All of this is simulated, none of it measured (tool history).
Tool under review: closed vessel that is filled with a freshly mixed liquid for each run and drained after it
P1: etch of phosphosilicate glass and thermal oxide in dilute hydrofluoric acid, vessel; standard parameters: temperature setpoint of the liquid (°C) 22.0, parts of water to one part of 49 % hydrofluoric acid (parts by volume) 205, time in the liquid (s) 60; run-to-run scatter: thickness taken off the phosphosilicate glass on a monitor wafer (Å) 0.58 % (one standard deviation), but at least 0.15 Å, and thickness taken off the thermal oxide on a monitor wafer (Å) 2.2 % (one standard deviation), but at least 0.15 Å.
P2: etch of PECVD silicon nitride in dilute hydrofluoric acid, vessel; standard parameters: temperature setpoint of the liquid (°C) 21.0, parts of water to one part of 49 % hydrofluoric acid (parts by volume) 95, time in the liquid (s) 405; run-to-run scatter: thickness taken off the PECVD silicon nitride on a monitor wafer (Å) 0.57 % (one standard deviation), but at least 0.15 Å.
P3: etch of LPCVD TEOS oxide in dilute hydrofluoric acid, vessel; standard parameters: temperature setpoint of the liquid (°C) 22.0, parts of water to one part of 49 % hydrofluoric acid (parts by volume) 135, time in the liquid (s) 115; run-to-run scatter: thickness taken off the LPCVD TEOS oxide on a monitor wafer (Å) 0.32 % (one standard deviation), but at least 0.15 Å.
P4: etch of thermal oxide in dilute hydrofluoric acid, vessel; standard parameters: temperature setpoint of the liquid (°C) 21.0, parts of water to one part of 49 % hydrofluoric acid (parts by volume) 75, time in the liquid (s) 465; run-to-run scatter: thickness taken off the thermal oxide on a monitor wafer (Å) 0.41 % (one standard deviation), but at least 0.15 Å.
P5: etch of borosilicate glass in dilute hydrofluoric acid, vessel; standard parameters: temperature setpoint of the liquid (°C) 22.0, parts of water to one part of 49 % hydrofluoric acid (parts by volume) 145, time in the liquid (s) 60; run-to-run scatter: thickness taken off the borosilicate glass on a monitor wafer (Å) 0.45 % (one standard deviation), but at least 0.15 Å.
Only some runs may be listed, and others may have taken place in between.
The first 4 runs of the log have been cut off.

run	hour	process that ran	temperature setpoint of the liquid (°C)	parts of water to one part of 49 % hydrofluoric acid (parts by volume)	time in the liquid (s)	thickness taken off the phosphosilicate glass on a monitor wafer (Å)	thickness taken off the thermal oxide on a monitor wafer (Å)	thickness taken off the PECVD silicon nitride on a monitor wafer (Å)	thickness taken off the LPCVD TEOS oxide on a monitor wafer (Å)	thickness taken off the borosilicate glass on a monitor wafer (Å)
5	41.6	P2	21.0	95	795			214.68		
6	53.6	P1	22.0	300	60	197.250	6.9580			
7	64.3	P1	22.0	205	115	607.190	21.3930			
8	73.8	P3	22.0	135	65				82.574	
9	82.4	P1	22.0	205	60	315.120	10.9520			
10	89.6	P1	22.0	305	30	96.581	3.4341			
11	95.5	P5	22.0	145	115					254.97
12	106.8	P1	22.0	205	60	316.050	10.2960			
13	112.3	P1	22.0	50	60	1556.800	54.8380			
14	121.4	P4	21.0	75	30		15.6790			
15	132.3	P3	17.0	135	115				119.150	
16	140.4	P5	22.0	145	60					133.86
17	146.1	P5	22.0	145	60					132.80
18	157.2	P1	22.0	205	60	317.770	10.9370			
19	164.2	P2	21.0	20	405			495.05		
20	175.2	P1	30.0	205	60	424.010	14.5560			
21	183.3	P4	17.0	75	465		204.5300			
22	189.0	P2	21.0	95	405			110.38		
23	201.0	P3	22.0	135	115				145.650	
24	209.9	P5	28.5	145	60					170.28
25	217.1	P4	21.0	75	465		242.9100			
26	223.9	P1	22.0	205	60	312.350	10.4160			
27	231.1	P4	21.0	125	465		138.7100			
28	237.9	P3	22.0	225	115				80.063	

Expected results for the next run?
29	249.1	P1	22.0	205	30	?	?			

thickness taken off the phosphosilicate glass on a monitor wafer (Å): 156.870
thickness taken off the thermal oxide on a monitor wafer (Å): 5.4514
